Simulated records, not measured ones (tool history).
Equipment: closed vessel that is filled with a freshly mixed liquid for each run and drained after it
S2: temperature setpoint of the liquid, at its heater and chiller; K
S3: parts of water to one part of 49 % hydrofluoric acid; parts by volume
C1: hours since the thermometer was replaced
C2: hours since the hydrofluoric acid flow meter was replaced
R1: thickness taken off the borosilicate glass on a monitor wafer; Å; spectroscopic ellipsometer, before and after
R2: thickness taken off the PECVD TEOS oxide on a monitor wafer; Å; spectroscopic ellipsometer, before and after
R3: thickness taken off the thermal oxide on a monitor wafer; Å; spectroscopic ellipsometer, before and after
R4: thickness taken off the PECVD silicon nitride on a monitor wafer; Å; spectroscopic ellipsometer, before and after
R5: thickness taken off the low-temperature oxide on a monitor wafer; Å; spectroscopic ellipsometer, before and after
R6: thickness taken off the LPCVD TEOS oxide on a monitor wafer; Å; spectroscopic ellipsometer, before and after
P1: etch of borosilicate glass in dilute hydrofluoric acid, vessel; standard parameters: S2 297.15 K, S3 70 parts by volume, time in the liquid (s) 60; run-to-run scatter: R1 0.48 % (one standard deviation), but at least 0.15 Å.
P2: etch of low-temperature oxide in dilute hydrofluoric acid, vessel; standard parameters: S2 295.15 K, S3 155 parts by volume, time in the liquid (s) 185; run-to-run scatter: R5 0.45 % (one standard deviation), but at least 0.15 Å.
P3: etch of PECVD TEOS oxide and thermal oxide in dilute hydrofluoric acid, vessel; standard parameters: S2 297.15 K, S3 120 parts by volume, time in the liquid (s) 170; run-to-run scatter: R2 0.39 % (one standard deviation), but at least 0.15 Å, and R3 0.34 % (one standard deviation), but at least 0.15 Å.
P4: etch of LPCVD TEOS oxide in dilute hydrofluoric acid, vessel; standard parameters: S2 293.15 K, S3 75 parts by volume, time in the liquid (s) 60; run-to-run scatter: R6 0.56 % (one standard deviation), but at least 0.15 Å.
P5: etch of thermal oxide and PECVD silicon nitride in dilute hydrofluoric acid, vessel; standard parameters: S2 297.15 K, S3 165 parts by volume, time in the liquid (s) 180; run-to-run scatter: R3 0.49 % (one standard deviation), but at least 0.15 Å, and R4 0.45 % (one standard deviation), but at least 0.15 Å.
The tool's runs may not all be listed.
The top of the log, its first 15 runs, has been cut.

Run 16, day 2.175: process that ran P1, S2 297.15 K, S3 115 parts by volume, time in the liquid (s) 60; C1 690.3; C2 701.5. Result: R1 179.06 Å.
Run 17, day 2.379: process that ran P5, S2 297.15 K, S3 165 parts by volume, time in the liquid (s) 180; C1 695.2; C2 706.4. Result: R3 47.718 Å, R4 44.384 Å.
Run 18, day 2.554: process that ran P2, S2 295.15 K, S3 55 parts by volume, time in the liquid (s) 185; C1 699.4; C2 710.6. Result: R5 409.03 Å.
Run 19, day 2.733: process that ran P5, S2 297.15 K, S3 165 parts by volume, time in the liquid (s) 325; C1 703.7; C2 714.9. Result: R3 86.354 Å, R4 80.833 Å.
Run 20, day 2.833: process that ran P2, S2 295.15 K, S3 155 parts by volume, time in the liquid (s) 185; C1 706.1; C2 717.3. Result: R5 129.52 Å.
Run 21, day 3.004: process that ran P4, S2 293.15 K, S3 35 parts by volume, time in the liquid (s) 60; C1 710.2; C2 721.4. Result: R6 800.38 Å.
Run 22, day 3.208: process that ran P4, S2 293.15 K, S3 75 parts by volume, time in the liquid (s) 60; C1 715.1; C2 726.3. Result: R6 356.11 Å.
Run 23, day 3.358: process that ran P2, S2 295.15 K, S3 155 parts by volume, time in the liquid (s) 185; C1 718.7; C2 729.9. Result: R5 129.58 Å.
Run 24, day 3.479: process that ran P1, S2 297.15 K, S3 70 parts by volume, time in the liquid (s) 60; C1 721.6; C2 732.8. Result: R1 308.63 Å.
Run 25, day 3.608: process that ran P1, S2 297.15 K, S3 20 parts by volume, time in the liquid (s) 60; C1 724.7; C2 735.9. Result: R1 1160.4 Å.
At day 3.683: thermometer replaced.
Run 26, day 3.717: process that ran P3, S2 297.15 K, S3 120 parts by volume, time in the liquid (s) 170; C1 0.8; C2 738.5. Result: R2 252.8 Å, R3 63.287 Å.
Run 27, day 3.896: process that ran P1, S2 297.15 K, S3 70 parts by volume, time in the liquid (s) 60; C1 5.1; C2 742.8. Result: R1 308.92 Å.

Run 28 is up next; what results do you expect?
Run 28, day 4.062: process that ran P1, S2 297.15 K, S3 70 parts by volume, time in the liquid (s) 60; C1 9.1; C2 746.8. Result: R1 ?.

{"run 28": {"R1": 310.27}}
